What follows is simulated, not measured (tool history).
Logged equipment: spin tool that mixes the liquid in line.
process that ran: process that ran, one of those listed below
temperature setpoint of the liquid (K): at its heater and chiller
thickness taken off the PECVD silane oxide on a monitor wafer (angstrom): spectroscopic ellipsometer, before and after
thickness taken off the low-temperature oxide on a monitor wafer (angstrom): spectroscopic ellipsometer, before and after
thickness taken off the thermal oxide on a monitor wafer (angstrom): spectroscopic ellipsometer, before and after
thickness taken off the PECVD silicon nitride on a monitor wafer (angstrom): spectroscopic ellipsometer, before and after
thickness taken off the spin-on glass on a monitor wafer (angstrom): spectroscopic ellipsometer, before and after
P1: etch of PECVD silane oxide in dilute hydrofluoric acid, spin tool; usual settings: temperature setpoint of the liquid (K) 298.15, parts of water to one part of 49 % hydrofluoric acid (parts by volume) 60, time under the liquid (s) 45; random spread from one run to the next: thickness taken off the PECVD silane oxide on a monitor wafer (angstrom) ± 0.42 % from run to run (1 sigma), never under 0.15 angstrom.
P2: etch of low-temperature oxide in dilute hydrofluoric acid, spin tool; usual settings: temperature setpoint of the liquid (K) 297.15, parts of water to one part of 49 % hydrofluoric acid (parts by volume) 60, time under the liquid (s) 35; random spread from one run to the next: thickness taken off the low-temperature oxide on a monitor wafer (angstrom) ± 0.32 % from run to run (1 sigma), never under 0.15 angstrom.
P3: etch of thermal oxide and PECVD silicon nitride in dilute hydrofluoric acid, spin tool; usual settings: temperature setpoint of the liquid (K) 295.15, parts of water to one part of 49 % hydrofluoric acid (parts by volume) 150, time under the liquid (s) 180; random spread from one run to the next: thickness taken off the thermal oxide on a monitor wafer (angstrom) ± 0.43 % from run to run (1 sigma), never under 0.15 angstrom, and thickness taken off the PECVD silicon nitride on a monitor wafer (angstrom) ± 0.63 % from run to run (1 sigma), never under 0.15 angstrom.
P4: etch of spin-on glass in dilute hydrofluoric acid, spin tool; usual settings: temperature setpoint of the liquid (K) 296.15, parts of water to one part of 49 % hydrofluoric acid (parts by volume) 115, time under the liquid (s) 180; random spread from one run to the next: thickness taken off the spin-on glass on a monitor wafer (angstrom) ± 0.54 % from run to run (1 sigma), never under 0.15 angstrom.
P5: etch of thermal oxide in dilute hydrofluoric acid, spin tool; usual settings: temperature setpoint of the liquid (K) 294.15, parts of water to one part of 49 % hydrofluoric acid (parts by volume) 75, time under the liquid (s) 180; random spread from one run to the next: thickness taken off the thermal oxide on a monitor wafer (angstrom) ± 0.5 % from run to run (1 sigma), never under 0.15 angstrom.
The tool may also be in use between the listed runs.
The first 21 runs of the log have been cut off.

| run | hour | process that ran | temperature setpoint of the liquid (K) | parts of water to one part of 49 % hydrofluoric acid (parts by volume) | time under the liquid (s) | hours since the thermometer was replaced | hours since the hydrofluoric acid flow meter was replaced | thickness taken off the PECVD silane oxide on a monitor wafer (angstrom) | thickness taken off the low-temperature oxide on a monitor wafer (angstrom) | thickness taken off the thermal oxide on a monitor wafer (angstrom) | thickness taken off the PECVD silicon nitride on a monitor wafer (angstrom) | thickness taken off the spin-on glass on a monitor wafer (angstrom) |
|---|---|---|---|---|---|---|---|---|---|---|---|---|
| 22 | 206.9 | P2 | 304.15 | 60 | 35 | 606.2 | 76.0 |  | 147.000 |  |  |  |
| 23 | 216.5 | P4 | 296.15 | 115 | 310 | 615.8 | 85.6 |  |  |  |  | 799.56 |
| 24 | 225.8 | P1 | 294.15 | 60 | 45 | 625.1 | 94.9 | 346.74 |  |  |  |  |
| 25 | 237.8 | P1 | 298.15 | 60 | 45 | 637.1 | 106.9 | 409.72 |  |  |  |  |
| 26 | 250.1 | P1 | 298.15 | 60 | 45 | 649.4 | 119.2 | 411.83 |  |  |  |  |
| 27 | 259.1 | P5 | 294.15 | 75 | 180 | 658.4 | 128.2 |  |  | 103.140 |  |  |
| 28 | 270.2 | P4 | 296.15 | 115 | 180 | 669.5 | 139.3 |  |  |  |  | 463.30 |
| 29 | 280.5 | P5 | 299.65 | 75 | 180 | 679.8 | 149.6 |  |  | 127.400 |  |  |

What does the tool deliver on the next run?
| 30 | 286.3 | P1 | 293.15 | 60 | 15 | 685.6 | 155.4 | ? |  |  |  |  |

thickness taken off the PECVD silane oxide on a monitor wafer (angstrom): 110.74

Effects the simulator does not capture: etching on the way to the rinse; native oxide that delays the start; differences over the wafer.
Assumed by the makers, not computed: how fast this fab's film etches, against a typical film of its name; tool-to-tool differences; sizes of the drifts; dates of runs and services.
